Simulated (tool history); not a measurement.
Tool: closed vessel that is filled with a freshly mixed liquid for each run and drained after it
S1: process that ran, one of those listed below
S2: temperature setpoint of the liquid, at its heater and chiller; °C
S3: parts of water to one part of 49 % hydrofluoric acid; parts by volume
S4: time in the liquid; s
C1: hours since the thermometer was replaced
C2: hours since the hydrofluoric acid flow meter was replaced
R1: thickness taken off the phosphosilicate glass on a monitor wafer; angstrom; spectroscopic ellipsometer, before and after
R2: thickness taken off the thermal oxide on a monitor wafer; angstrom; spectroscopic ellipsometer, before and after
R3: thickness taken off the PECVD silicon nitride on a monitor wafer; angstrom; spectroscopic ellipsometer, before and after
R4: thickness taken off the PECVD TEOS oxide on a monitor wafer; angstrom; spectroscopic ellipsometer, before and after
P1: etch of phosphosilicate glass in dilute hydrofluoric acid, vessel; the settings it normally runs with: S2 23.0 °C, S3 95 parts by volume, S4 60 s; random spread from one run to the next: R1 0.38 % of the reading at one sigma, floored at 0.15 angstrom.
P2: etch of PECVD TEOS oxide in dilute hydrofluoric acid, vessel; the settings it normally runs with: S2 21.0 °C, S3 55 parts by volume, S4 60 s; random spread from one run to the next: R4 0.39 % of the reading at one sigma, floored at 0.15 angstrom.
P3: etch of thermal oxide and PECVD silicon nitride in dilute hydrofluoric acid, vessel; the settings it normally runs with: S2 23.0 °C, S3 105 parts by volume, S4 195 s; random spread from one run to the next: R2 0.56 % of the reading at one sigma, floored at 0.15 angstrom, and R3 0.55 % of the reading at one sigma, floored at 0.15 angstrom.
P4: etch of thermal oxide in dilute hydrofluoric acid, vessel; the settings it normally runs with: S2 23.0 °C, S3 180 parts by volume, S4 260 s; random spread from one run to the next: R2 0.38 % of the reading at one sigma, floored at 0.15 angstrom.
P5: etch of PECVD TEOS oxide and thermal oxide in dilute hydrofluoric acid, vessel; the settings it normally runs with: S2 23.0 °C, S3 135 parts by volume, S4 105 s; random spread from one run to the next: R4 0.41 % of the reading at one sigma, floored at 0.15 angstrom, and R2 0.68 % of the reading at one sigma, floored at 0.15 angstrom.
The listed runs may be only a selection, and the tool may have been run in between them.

run,day,S1,S2,S3,S4,C1,C2,R1,R2,R3,R4
1,0.192,P1,23.0,95,60,201.5,143.8,627.91,,,
2,0.488,P3,23.0,185,195,208.6,150.9,,44.272,38.759,
3,0.812,P4,23.0,180,260,216.4,158.7,,58.083,,
4,0.996,P4,23.0,330,260,220.8,163.1,,27.819,,
5,1.204,P2,21.0,55,60,225.8,168.1,,,,248.01
6,1.483,P1,19.5,95,30,232.5,174.8,271.07,,,
7,1.829,P1,17.0,95,30,240.8,183.1,244.48,,,
8,2.179,P4,18.0,180,260,249.2,191.5,,48.401,,
9,2.467,P1,23.0,145,105,256.1,198.4,679.16,,,
10,2.783,P1,23.0,95,60,263.7,206.0,628.68,,,
11,2.975,P1,23.0,50,60,268.3,210.6,1257.90,,,
12,3.333,P1,23.0,140,60,276.9,219.2,400.78,,,
13,3.621,P3,23.0,105,195,283.8,226.1,,85.299,68.064,
14,3.792,P1,29.5,95,60,287.9,230.2,800.86,,,
15,4.021,P3,17.0,105,195,293.4,235.7,,67.200,45.375,
16,4.317,P2,21.0,85,60,300.5,242.8,,,,154.20
17,4.675,P1,23.0,95,60,309.1,251.4,625.36,,,
18,4.929,P1,23.0,95,30,315.2,257.5,311.48,,,
19,5.171,P5,23.0,50,105,321.0,263.3,,95.061,,481.06
20,5.392,P5,23.0,135,170,326.3,268.6,,50.429,,258.40
21,5.617,P1,23.0,95,60,331.7,274.0,629.03,,,
22,5.921,P3,23.0,105,80,339.0,281.3,,35.345,28.043,
23,6.238,P2,21.0,55,30,346.6,288.9,,,,123.70
24,6.579,P5,23.0,135,105,354.8,297.1,,31.472,,159.96
25,6.821,P1,17.0,95,60,360.6,302.9,485.85,,,
26,7.104,P2,21.0,55,60,367.4,309.7,,,,247.75
27,7.425,P1,23.0,95,90,375.1,317.4,940.50,,,
28,7.638,P5,17.0,135,105,380.2,322.5,,24.703,,125.78
29,8.012,P2,27.0,55,60,389.2,331.5,,,,315.58
30,8.342,P4,23.0,180,95,397.1,339.4,,21.169,,
31,8.554,P1,23.0,95,60,402.2,344.5,625.58,,,
32,8.821,P1,23.0,95,60,408.6,350.9,646.25,,,
33,8.992,P1,23.0,95,60,412.7,355.0,649.94,,,
34,9.233,P1,23.0,95,60,418.5,360.8,663.59,,,
35,9.562,P1,23.0,95,60,426.4,368.7,665.02,,,
36,9.742,P1,23.0,95,60,430.7,373.0,666.89,,,
37,10.067,P1,23.0,95,60,438.5,380.8,673.53,,,
38,10.321,P1,23.0,95,60,444.6,386.9,673.77,,,
39,10.654,P1,23.0,95,60,452.6,394.9,673.88,,,

What P1 gives has crept away from where it was. These 2 causes fit the log equally well, each at the size given:
A: hydrofluoric acid flow above the setpoint (%) = 6.74
B: liquid hotter than its thermometer reads (K) = 1.83
The gradual shift began around day 8.554.

The check runs listed below each take one wafer, and their results are still question marks. Under which run would the listed causes lead to clearly different results?
check 1,10.988,P3,23.0,105,195,,,,?,?,
check 2,10.988,P5,23.0,135,105,,,,?,,?
check 3,10.988,P4,23.0,180,260,,,,?,,
check 4,10.988,P2,21.0,55,60,,,,,,?

If the cause were each of the candidates in turn, the checks would give the following:
check,result,if A,if B
check 1,R2,92.205,92.125
check 1,R3,72.588,76.786
check 2,R2,33.997,33.854
check 2,R4,173.25,172.53
check 3,R2,63.240,62.676
check 4,R4,265.73,267.56
Per-check spread between the two closest causes, in the result where they differ most: check 1 5.62 %; check 2 0.42 %; check 3 0.9 %; check 4 0.69 %
The causes can be told apart only by check 1. The other checks would give nearly the same results under each of them.

Check 1 has now been run. It gave: R2 93.241 angstrom; R3 77.683 angstrom. Which of the candidate causes is it?

Of the candidate causes, it is B: liquid hotter than its thermometer reads (K).
